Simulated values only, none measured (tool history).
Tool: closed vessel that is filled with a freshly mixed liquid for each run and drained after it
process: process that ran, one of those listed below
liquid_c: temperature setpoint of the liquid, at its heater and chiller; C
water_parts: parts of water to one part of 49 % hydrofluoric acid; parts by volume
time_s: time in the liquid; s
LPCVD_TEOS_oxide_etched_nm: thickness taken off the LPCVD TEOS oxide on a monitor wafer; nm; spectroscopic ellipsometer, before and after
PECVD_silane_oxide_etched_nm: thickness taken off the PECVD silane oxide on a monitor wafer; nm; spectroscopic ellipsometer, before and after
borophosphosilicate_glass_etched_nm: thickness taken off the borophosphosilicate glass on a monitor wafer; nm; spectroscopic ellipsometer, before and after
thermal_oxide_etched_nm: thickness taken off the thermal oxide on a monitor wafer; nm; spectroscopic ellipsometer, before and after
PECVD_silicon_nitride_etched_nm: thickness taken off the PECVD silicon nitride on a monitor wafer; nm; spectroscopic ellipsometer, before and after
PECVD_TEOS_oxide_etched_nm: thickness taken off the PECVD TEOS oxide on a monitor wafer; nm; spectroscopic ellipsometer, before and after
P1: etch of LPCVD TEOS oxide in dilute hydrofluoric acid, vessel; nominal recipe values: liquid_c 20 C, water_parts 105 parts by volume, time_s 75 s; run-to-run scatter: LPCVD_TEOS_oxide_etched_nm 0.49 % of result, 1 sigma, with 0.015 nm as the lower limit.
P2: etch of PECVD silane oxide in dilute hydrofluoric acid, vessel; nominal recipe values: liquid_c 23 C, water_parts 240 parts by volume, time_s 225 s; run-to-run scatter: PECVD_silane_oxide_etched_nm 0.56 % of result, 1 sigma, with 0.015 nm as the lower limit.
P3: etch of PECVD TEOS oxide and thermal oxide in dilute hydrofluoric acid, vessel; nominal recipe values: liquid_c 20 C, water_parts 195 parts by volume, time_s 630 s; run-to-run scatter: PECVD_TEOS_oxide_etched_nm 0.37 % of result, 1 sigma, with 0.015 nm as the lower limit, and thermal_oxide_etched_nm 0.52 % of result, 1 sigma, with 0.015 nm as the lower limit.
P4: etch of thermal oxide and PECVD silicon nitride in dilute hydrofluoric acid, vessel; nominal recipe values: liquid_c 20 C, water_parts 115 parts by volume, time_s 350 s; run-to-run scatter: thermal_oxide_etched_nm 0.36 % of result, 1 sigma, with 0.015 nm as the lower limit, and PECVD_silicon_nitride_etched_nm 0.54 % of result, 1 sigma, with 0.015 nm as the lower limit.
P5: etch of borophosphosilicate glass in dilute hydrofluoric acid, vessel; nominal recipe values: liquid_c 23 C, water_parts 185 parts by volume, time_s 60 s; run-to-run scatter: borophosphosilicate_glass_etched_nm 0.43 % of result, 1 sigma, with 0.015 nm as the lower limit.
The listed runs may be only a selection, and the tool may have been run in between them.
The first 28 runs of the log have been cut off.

| run | hour | process | liquid_c | water_parts | time_s | hours since the thermometer was replaced | hours since the hydrofluoric acid flow meter was replaced | LPCVD_TEOS_oxide_etched_nm | PECVD_silane_oxide_etched_nm | borophosphosilicate_glass_etched_nm | thermal_oxide_etched_nm | PECVD_silicon_nitride_etched_nm | PECVD_TEOS_oxide_etched_nm |
|---|---|---|---|---|---|---|---|---|---|---|---|---|---|
| 29 | 259.9 | P3 | 25 | 195 | 630 | 866.4 | 228.5 |  |  |  | 14.054 |  | 46.805 |
| 30 | 268 | P1 | 20 | 185 | 75 | 874.5 | 236.6 | 12.8 |  |  |  |  |  |
| 31 | 277.5 | P3 | 20 | 345 | 630 | 884 | 246.1 |  |  |  | 5.6996 |  | 19.054 |
| 32 | 287.8 | P1 | 23.5 | 170 | 75 | 894.3 | 256.4 | 16.13 |  |  |  |  |  |
| 33 | 299 | P1 | 20 | 105 | 75 | 905.5 | 267.6 | 24.582 |  |  |  |  |  |
| 34 | 305.1 | P1 | 20 | 105 | 75 | 911.6 | 273.7 | 24.924 |  |  |  |  |  |
| 35 | 316 | P1 | 20 | 105 | 75 | 922.5 | 284.6 | 25.296 |  |  |  |  |  |
| 36 | 325.4 | P1 | 20 | 105 | 75 | 931.9 | 294 | 25.483 |  |  |  |  |  |
| 37 | 335.7 | P1 | 20 | 105 | 75 | 942.2 | 304.3 | 25.621 |  |  |  |  |  |
| 38 | 341.2 | P1 | 20 | 105 | 75 | 947.7 | 309.8 | 25.695 |  |  |  |  |  |
| 39 | 352.6 | P1 | 20 | 105 | 75 | 959.1 | 321.2 | 25.777 |  |  |  |  |  |
| 40 | 358.3 | P1 | 20 | 105 | 75 | 964.8 | 326.9 | 25.719 |  |  |  |  |  |
| 41 | 366.6 | P1 | 20 | 105 | 75 | 973.1 | 335.2 | 25.906 |  |  |  |  |  |

Run 42 comes next. What will it give?
| 42 | 375.7 | P1 | 20 | 105 | 75 | 982.2 | 344.3 | ? |  |  |  |  |  |

LPCVD_TEOS_oxide_etched_nm: 25.91 nm

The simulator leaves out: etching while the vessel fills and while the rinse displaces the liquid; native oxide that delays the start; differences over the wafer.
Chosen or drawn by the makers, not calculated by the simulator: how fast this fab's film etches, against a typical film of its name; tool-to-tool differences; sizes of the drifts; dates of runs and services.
